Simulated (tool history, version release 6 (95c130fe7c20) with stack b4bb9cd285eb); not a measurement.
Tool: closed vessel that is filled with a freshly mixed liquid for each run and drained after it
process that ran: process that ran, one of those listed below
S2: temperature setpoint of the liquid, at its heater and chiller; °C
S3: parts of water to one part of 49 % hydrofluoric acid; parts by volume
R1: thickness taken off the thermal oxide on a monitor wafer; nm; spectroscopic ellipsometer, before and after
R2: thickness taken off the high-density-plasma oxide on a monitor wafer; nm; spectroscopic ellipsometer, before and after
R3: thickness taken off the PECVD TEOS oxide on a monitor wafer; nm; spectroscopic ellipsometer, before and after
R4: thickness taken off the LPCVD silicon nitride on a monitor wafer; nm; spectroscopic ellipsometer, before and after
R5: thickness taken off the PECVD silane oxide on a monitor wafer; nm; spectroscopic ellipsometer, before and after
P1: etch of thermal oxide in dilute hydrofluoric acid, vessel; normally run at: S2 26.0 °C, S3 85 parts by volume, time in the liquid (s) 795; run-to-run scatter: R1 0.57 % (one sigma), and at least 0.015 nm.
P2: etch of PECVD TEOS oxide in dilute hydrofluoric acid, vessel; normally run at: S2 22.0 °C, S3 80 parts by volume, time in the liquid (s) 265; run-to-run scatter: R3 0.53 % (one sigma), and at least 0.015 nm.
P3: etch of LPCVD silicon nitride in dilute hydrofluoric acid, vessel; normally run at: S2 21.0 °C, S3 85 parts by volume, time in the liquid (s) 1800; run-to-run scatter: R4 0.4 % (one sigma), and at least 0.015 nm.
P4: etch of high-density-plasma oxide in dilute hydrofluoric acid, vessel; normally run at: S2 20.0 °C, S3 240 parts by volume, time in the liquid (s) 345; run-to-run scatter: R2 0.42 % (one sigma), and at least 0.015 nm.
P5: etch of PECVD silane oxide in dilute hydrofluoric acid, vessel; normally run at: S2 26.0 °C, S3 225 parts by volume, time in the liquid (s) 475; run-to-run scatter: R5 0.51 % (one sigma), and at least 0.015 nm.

{"run": 1, "hour": 7.2, "process that ran": "P1", "S2": 26.0, "S3": 85, "time in the liquid (s)": 795, "R1": 49.387}
{"run": 2, "hour": 12.1, "process that ran": "P4", "S2": 20.0, "S3": 120, "time in the liquid (s)": 345, "R2": 20.302}
{"run": 3, "hour": 18.7, "process that ran": "P2", "S2": 29.5, "S3": 80, "time in the liquid (s)": 265, "R3": 61.051}
{"run": 4, "hour": 25.9, "process that ran": "P2", "S2": 22.0, "S3": 80, "time in the liquid (s)": 525, "R3": 91.097}
{"run": 5, "hour": 32.6, "process that ran": "P1", "S2": 22.0, "S3": 85, "time in the liquid (s)": 795, "R1": 42.124}
{"run": 6, "hour": 38.3, "process that ran": "P2", "S2": 22.0, "S3": 125, "time in the liquid (s)": 265, "R3": 27.726}
{"run": 7, "hour": 45.9, "process that ran": "P4", "S2": 17.0, "S3": 240, "time in the liquid (s)": 345, "R2": 8.0577}
{"run": 8, "hour": 51.9, "process that ran": "P3", "S2": 21.0, "S3": 130, "time in the liquid (s)": 1800, "R4": 4.982}
{"run": 9, "hour": 55.4, "process that ran": "P5", "S2": 26.0, "S3": 225, "time in the liquid (s)": 475, "R5": 39.178}
{"run": 10, "hour": 60.2, "process that ran": "P4", "S2": 20.0, "S3": 240, "time in the liquid (s)": 345, "R2": 8.975}
{"run": 11, "hour": 65.4, "process that ran": "P1", "S2": 26.0, "S3": 85, "time in the liquid (s)": 1355, "R1": 83.059}
{"run": 12, "hour": 69.3, "process that ran": "P5", "S2": 26.0, "S3": 225, "time in the liquid (s)": 915, "R5": 75.351}
{"run": 13, "hour": 76.5, "process that ran": "P4", "S2": 20.0, "S3": 240, "time in the liquid (s)": 545, "R2": 14.232}
{"run": 14, "hour": 80.8, "process that ran": "P1", "S2": 26.0, "S3": 85, "time in the liquid (s)": 795, "R1": 48.787}
{"run": 15, "hour": 84.1, "process that ran": "P1", "S2": 26.0, "S3": 85, "time in the liquid (s)": 285, "R1": 17.621}
{"run": 16, "hour": 88.3, "process that ran": "P3", "S2": 21.0, "S3": 85, "time in the liquid (s)": 1800, "R4": 7.6153}
{"run": 17, "hour": 92.4, "process that ran": "P1", "S2": 20.5, "S3": 55, "time in the liquid (s)": 795, "R1": 62.462}
{"hour": 96.1, "done": "hydrofluoric acid flow meter replaced"}
{"run": 18, "hour": 96.9, "process that ran": "P3", "S2": 21.0, "S3": 85, "time in the liquid (s)": 3310, "R4": 13.923}

The next listed run, before its measurement:
{"run": 19, "hour": 101.9, "process that ran": "P5", "S2": 20.0, "S3": 225, "time in the liquid (s)": 475, "R5": "?"}

R5: 31.147 nm
